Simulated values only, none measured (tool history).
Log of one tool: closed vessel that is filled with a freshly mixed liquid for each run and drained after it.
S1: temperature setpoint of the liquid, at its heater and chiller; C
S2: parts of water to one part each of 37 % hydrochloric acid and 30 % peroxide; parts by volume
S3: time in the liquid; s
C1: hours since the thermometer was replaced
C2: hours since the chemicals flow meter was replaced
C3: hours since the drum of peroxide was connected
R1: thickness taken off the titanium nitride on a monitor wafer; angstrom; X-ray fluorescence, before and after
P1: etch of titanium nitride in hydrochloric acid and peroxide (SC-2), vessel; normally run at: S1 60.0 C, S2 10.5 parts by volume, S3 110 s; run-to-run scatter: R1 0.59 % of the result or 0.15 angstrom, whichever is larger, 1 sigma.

run   hour    S1    S2   S3     C1     C2      C3       R1
  1    8.5  60.0  10.5  110  178.0  650.3  1067.3   54.494
  2   18.4  71.5  10.5  110  187.9  660.2  1077.2  107.840
  3   32.0  60.0  17.5  110  201.5  673.8  1090.8   34.653
      40.8  -- new drum of peroxide connected
  4   42.7  60.0  10.5   30  212.2  684.5     1.9   14.964
  5   51.4  44.5  10.5  110  220.9  693.2    10.6   19.764
  6   58.5  69.0  10.5  155  228.0  700.3    17.7  133.230
  7   72.5  60.0  10.5  110  242.0  714.3    31.7   54.634
  8   82.3  60.0  10.5  110  251.8  724.1    41.5   54.831
  9   95.6  72.0  18.0  110  265.1  737.4    54.8   70.663
 10  103.7  60.0   4.0  110  273.2  745.5    62.9  113.800

Run 11 comes next. What will it give?
 11  116.3  60.0  10.5  110  285.8  758.1  75.5   ?

Run 11 gave R1 54.942 angstrom.
